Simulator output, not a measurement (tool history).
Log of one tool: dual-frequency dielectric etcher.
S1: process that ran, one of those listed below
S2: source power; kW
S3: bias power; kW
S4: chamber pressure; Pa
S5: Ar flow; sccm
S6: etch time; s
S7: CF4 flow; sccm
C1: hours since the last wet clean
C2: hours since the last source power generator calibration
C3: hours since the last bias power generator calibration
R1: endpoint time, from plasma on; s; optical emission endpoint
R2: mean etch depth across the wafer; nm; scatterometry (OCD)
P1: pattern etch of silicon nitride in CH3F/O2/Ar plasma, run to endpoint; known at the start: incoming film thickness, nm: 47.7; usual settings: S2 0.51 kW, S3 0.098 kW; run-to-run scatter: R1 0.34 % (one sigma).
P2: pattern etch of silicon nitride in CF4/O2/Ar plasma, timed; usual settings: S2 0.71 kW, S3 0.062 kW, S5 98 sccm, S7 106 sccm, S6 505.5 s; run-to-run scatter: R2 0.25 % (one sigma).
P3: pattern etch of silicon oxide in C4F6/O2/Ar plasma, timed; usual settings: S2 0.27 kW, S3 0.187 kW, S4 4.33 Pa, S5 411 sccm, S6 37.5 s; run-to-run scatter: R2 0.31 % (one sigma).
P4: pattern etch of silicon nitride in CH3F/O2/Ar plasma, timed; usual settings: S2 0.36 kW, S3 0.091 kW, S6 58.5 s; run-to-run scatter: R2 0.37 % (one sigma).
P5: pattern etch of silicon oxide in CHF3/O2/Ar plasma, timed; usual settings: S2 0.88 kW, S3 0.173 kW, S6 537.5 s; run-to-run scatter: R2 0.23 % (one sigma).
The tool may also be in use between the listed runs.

Run 1, hour 6: S1 P1, S2 0.51 kW, S3 0.098 kW; C1 320.3; C2 1516.5; C3 2021.6. Result: R1 56.695 s.
Run 2, hour 10.8: S1 P3, S2 0.27 kW, S3 0.266 kW, S4 4.33 Pa, S5 411 sccm, S6 37.5 s; C1 325.1; C2 1521.3; C3 2026.4. Result: R2 114.34 nm.
Run 3, hour 19.8: S1 P1, S2 0.51 kW, S3 0.098 kW; C1 334.1; C2 1530.3; C3 2035.4. Result: R1 57.003 s.
Run 4, hour 28.4: S1 P5, S2 0.88 kW, S3 0.173 kW, S6 537.5 s; C1 342.7; C2 1538.9; C3 2044. Result: R2 1183 nm.
Run 5, hour 35.9: S1 P2, S2 0.88 kW, S3 0.062 kW, S5 98 sccm, S6 505.5 s, S7 106 sccm; C1 350.2; C2 1546.4; C3 2051.5. Result: R2 1652.1 nm.
Run 6, hour 44.9: S1 P2, S2 0.71 kW, S3 0.081 kW, S5 98 sccm, S6 505.5 s, S7 106 sccm; C1 359.2; C2 1555.4; C3 2060.5. Result: R2 1525.2 nm.
Run 7, hour 54.1: S1 P5, S2 0.88 kW, S3 0.173 kW, S6 792.5 s; C1 368.4; C2 1564.6; C3 2069.7. Result: R2 1749.2 nm.
Run 8, hour 60.3: S1 P1, S2 0.51 kW, S3 0.098 kW; C1 374.6; C2 1570.8; C3 2075.9. Result: R1 56.643 s.
Run 9, hour 70.3: S1 P3, S2 0.37 kW, S3 0.187 kW, S4 4.33 Pa, S5 411 sccm, S6 37.5 s; C1 384.6; C2 1580.8; C3 2085.9. Result: R2 114.07 nm.
Run 10, hour 76.5: S1 P4, S2 0.36 kW, S3 0.091 kW, S6 58.5 s; C1 390.8; C2 1587; C3 2092.1. Result: R2 42.351 nm.
Run 11, hour 86: S1 P2, S2 0.71 kW, S3 0.062 kW, S5 117 sccm, S6 505.5 s, S7 106 sccm; C1 400.3; C2 1596.5; C3 2101.6. Result: R2 1339.7 nm.
Run 12, hour 92.6: S1 P3, S2 0.27 kW, S3 0.187 kW, S4 4.33 Pa, S5 411 sccm, S6 52 s; C1 406.9; C2 1603.1; C3 2108.2. Result: R2 139.42 nm.
Run 13, hour 97.5: S1 P1, S2 0.51 kW, S3 0.098 kW; C1 411.8; C2 1608; C3 2113.1. Result: R1 56.887 s.
Run 14, hour 105.1: S1 P5, S2 0.7 kW, S3 0.173 kW, S6 537.5 s; C1 419.4; C2 1615.6; C3 2120.7. Result: R2 1080.9 nm.
Run 15, hour 112.4: S1 P5, S2 0.88 kW, S3 0.208 kW, S6 537.5 s; C1 426.7; C2 1622.9; C3 2128. Result: R2 1257.3 nm.
Run 16, hour 121.1: S1 P1, S2 0.51 kW, S3 0.098 kW; C1 435.4; C2 1631.6; C3 2136.7. Result: R1 57.128 s.
Run 17, hour 128.5: S1 P1, S2 0.35 kW, S3 0.098 kW; C1 442.8; C2 1639; C3 2144.1. Result: R1 65.278 s.
Run 18, hour 136.1: S1 P1, S2 0.59 kW, S3 0.074 kW; C1 450.4; C2 1646.6; C3 2151.7. Result: R1 59.445 s.
Run 19, hour 145.6: S1 P1, S2 0.71 kW, S3 0.135 kW; C1 459.9; C2 1656.1; C3 2161.2. Result: R1 44.719 s.
Run 20, hour 155.4: S1 P1, S2 0.51 kW, S3 0.073 kW; C1 469.7; C2 1665.9; C3 2171. Result: R1 63.253 s.
Run 21, hour 164.1: S1 P2, S2 0.71 kW, S3 0.062 kW, S5 98 sccm, S6 505.5 s, S7 148 sccm; C1 478.4; C2 1674.6; C3 2179.7. Result: R2 1428.1 nm.
Run 22, hour 169.3: S1 P4, S2 0.36 kW, S3 0.066 kW, S6 58.5 s; C1 483.6; C2 1679.8; C3 2184.9. Result: R2 38.146 nm.
Run 23, hour 175.1: S1 P4, S2 0.49 kW, S3 0.091 kW, S6 58.5 s; C1 489.4; C2 1685.6; C3 2190.7. Result: R2 47.861 nm.
Run 24, hour 183.9: S1 P2, S2 0.71 kW, S3 0.062 kW, S5 98 sccm, S6 505.5 s, S7 106 sccm; C1 498.2; C2 1694.4; C3 2199.5. Result: R2 1374 nm.
Run 25, hour 190.2: S1 P1, S2 0.51 kW, S3 0.118 kW; C1 504.5; C2 1700.7; C3 2205.8. Result: R1 52.999 s.
Run 26, hour 200.3: S1 P1, S2 0.51 kW, S3 0.098 kW; C1 514.6; C2 1710.8; C3 2215.9. Result: R1 56.697 s.
Run 27, hour 207.7: S1 P2, S2 0.71 kW, S3 0.062 kW, S5 98 sccm, S6 685.5 s, S7 106 sccm; C1 522; C2 1718.2; C3 2223.3. Result: R2 1861.5 nm.
Run 28, hour 218.2: S1 P3, S2 0.27 kW, S3 0.187 kW, S4 5.67 Pa, S5 411 sccm, S6 37.5 s; C1 532.5; C2 1728.7; C3 2233.8. Result: R2 98.019 nm.
Run 29, hour 223.8: S1 P3, S2 0.27 kW, S3 0.187 kW, S4 4.33 Pa, S5 292 sccm, S6 37.5 s; C1 538.1; C2 1734.3; C3 2239.4. Result: R2 105.12 nm.
Run 30, hour 232.7: S1 P5, S2 0.88 kW, S3 0.173 kW, S6 537.5 s; C1 547; C2 1743.2; C3 2248.3. Result: R2 1180.6 nm.
Run 31, hour 239.8: S1 P3, S2 0.27 kW, S3 0.187 kW, S4 4.33 Pa, S5 411 sccm, S6 37.5 s; C1 554.1; C2 1750.3; C3 2255.4. Result: R2 100.65 nm.
Run 32, hour 249.8: S1 P4, S2 0.36 kW, S3 0.091 kW, S6 58.5 s; C1 564.1; C2 1760.3; C3 2265.4. Result: R2 42.862 nm.
Run 33, hour 256.1: S1 P1, S2 0.64 kW, S3 0.098 kW; C1 570.4; C2 1766.6; C3 2271.7. Result: R1 52.33 s.
Run 34, hour 266.9: S1 P4, S2 0.36 kW, S3 0.091 kW, S6 87 s; C1 581.2; C2 1777.4; C3 2282.5. Result: R2 63.734 nm.
Run 35, hour 275.2: S1 P1, S2 0.51 kW, S3 0.098 kW; C1 589.5; C2 1785.7; C3 2290.8. Result: R1 56.761 s.
Run 36, hour 284.7: S1 P1, S2 0.51 kW, S3 0.098 kW; C1 599; C2 1795.2; C3 2300.3. Result: R1 56.476 s.
Run 37, hour 290: S1 P1, S2 0.51 kW, S3 0.098 kW; C1 604.3; C2 1800.5; C3 2305.6. Result: R1 56.749 s.
Run 38, hour 296.5: S1 P1, S2 0.51 kW, S3 0.098 kW; C1 610.8; C2 1807; C3 2312.1. Result: R1 56.642 s.
Run 39, hour 301.7: S1 P1, S2 0.51 kW, S3 0.098 kW; C1 616; C2 1812.2; C3 2317.3. Result: R1 56.191 s.

Forecast run 40:
Run 40, hour 310.9: S1 P1, S2 0.51 kW, S3 0.098 kW; C1 625.2; C2 1821.4; C3 2326.5. Result: R1 ?.

Run 40 gave R1 56.107 s.
